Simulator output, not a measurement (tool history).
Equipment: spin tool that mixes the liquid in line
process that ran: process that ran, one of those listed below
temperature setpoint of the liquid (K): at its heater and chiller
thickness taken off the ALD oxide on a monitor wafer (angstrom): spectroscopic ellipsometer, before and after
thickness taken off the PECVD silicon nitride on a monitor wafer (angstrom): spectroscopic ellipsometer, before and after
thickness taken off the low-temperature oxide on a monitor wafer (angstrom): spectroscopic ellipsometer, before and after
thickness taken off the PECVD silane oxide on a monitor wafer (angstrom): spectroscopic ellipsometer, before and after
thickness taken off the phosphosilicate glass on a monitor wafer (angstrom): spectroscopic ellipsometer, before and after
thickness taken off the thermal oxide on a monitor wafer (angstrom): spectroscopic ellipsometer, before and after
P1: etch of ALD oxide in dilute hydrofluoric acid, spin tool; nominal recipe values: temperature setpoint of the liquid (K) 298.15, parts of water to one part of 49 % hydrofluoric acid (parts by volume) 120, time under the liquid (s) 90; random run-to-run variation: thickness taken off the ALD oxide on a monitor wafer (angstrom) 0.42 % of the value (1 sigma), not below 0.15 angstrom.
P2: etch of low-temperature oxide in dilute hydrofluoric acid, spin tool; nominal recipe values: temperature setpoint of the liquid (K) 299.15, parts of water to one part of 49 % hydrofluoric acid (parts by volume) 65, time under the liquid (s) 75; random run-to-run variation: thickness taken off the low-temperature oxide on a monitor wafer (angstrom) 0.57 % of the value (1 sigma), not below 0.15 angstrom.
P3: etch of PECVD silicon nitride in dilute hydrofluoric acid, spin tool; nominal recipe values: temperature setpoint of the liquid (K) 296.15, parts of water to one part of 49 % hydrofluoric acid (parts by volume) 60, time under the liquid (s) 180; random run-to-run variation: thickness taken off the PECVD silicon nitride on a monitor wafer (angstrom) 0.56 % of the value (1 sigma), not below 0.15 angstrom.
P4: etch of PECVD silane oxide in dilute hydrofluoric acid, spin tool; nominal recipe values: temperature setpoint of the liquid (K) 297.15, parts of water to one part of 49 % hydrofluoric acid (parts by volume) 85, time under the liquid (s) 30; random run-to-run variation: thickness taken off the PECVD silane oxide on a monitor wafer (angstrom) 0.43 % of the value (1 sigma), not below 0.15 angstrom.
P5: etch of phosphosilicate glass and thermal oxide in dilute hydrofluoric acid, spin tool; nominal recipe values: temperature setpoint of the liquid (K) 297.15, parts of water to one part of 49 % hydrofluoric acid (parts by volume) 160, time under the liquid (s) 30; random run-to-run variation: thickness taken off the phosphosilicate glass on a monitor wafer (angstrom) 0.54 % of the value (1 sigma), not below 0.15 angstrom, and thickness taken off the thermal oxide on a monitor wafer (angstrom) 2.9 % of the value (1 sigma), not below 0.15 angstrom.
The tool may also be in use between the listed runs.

run,hour,process that ran,temperature setpoint of the liquid (K),parts of water to one part of 49 % hydrofluoric acid (parts by volume),time under the liquid (s),hours since the thermometer was replaced,hours since the hydrofluoric acid flow meter was replaced,thickness taken off the ALD oxide on a monitor wafer (angstrom),thickness taken off the PECVD silicon nitride on a monitor wafer (angstrom),thickness taken off the low-temperature oxide on a monitor wafer (angstrom),thickness taken off the PECVD silane oxide on a monitor wafer (angstrom),thickness taken off the phosphosilicate glass on a monitor wafer (angstrom),thickness taken off the thermal oxide on a monitor wafer (angstrom)
1,8.9,P1,298.15,120,90,687.9,848.5,85.032,,,,,
2,23.6,P1,298.15,120,45,702.6,863.2,42.425,,,,,
3,40.1,P3,300.65,60,180,719.1,879.7,,103.930,,,,
# hour 44.2: hydrofluoric acid flow meter replaced
4,51.5,P3,296.15,60,180,730.5,7.4,,76.700,,,,
5,61.6,P2,299.15,65,75,740.6,17.5,,,183.380,,,
6,75.7,P4,297.15,85,30,754.7,31.6,,,,80.715,,
7,87.9,P2,291.15,65,75,766.9,43.8,,,131.450,,,
8,103.0,P4,297.15,85,30,782.0,58.9,,,,80.162,,
9,115.5,P1,298.15,120,90,794.5,71.4,85.555,,,,,
10,133.2,P2,299.15,65,30,812.2,89.1,,,73.031,,,
11,144.4,P5,297.15,160,30,823.4,100.3,,,,,237.30,7.8365
12,152.8,P1,293.15,120,45,831.8,108.7,34.852,,,,,
13,166.7,P5,297.15,160,55,845.7,122.6,,,,,430.94,14.2700
14,176.3,P1,298.15,120,90,855.3,132.2,84.670,,,,,
15,190.7,P3,296.15,60,65,869.7,146.6,,27.641,,,,
16,208.3,P1,298.15,120,90,887.3,164.2,85.062,,,,,
17,219.5,P3,296.15,20,180,898.5,175.4,,222.990,,,,
18,227.5,P1,305.65,120,130,906.5,183.4,162.460,,,,,
19,238.0,P1,298.15,30,15,917.0,193.9,63.815,,,,,
20,246.7,P4,297.15,85,50,925.7,202.6,,,,135.250,,
21,263.6,P2,299.15,105,75,942.6,219.5,,,108.440,,,
22,271.7,P4,297.15,45,30,950.7,227.6,,,,160.280,,
23,284.9,P4,305.15,85,30,963.9,240.8,,,,109.740,,
24,294.0,P1,292.65,120,90,973.0,249.9,68.656,,,,,
25,306.1,P1,298.15,25,90,985.1,262.0,463.830,,,,,
26,324.3,P2,299.15,65,75,1003.3,280.2,,,181.280,,,
27,335.8,P1,298.15,120,160,1014.8,291.7,151.150,,,,,
28,348.3,P1,298.15,120,90,1027.3,304.2,84.803,,,,,
29,365.8,P5,290.15,160,30,1044.8,321.7,,,,,180.20,5.8737
30,382.2,P5,297.15,260,30,1061.2,338.1,,,,,130.40,4.4512
31,396.6,P1,303.65,120,90,1075.6,352.5,105.590,,,,,
32,414.9,P1,298.15,220,90,1093.9,370.8,41.631,,,,,
33,432.7,P1,298.15,120,90,1111.7,388.6,85.518,,,,,
34,446.7,P1,298.15,120,90,1125.7,402.6,83.797,,,,,
35,458.5,P1,298.15,120,90,1137.5,414.4,82.836,,,,,
36,476.6,P1,298.15,120,90,1155.6,432.5,81.707,,,,,
37,494.5,P1,298.15,120,90,1173.5,450.4,80.790,,,,,
38,504.3,P1,298.15,120,90,1183.3,460.2,81.369,,,,,
39,515.7,P1,298.15,120,90,1194.7,471.6,81.261,,,,,
40,530.5,P1,298.15,120,90,1209.5,486.4,79.903,,,,,
41,543.0,P1,298.15,120,90,1222.0,498.9,80.912,,,,,

Compared with where it was, what P1 gives has crept away. Each cause listed below fits the log as well as the rest, at the size given for it:
A: hydrofluoric acid flow below the setpoint (%) = 4.61
B: liquid colder than its thermometer reads (K) = 1.4
Onset of the creep was near hour 432.7.

Which of the 4 check runs listed below separates the causes, so that each cause would produce a clearly different result? Each run uses one wafer, and its results are marked with question marks.
check 1,555.5,P3,296.15,35,180,,,,?,,,,
check 2,555.5,P2,291.65,95,75,,,,,?,,,
check 3,555.5,P5,291.15,160,55,,,,,,,?,?
check 4,555.5,P4,303.15,60,30,,,,,,?,,

What every check run would give for each of its results, assuming each possible cause in turn:
check,result,if A,if B
check 1,thickness taken off the PECVD silicon nitride on a monitor wafer (angstrom),123.840,117.740
check 2,thickness taken off the low-temperature oxide on a monitor wafer (angstrom),84.067,83.508
check 3,thickness taken off the phosphosilicate glass on a monitor wafer (angstrom),324.54,323.83
check 3,thickness taken off the thermal oxide on a monitor wafer (angstrom),10.7300,10.7060
check 4,thickness taken off the PECVD silane oxide on a monitor wafer (angstrom),142.740,142.290
Separation of the two closest causes in each check, using whichever result separates them best: check 1 5.05 %; check 2 0.67 %; check 3 0.22 %; check 4 0.32 %
Check 1 is the one run that separates the causes; every other check would come out nearly the same whichever cause is at work.

Check 1 was then run and gave: thickness taken off the PECVD silicon nitride on a monitor wafer (angstrom) 116.670. Which cause is it?

It is B: liquid colder than its thermometer reads (K).
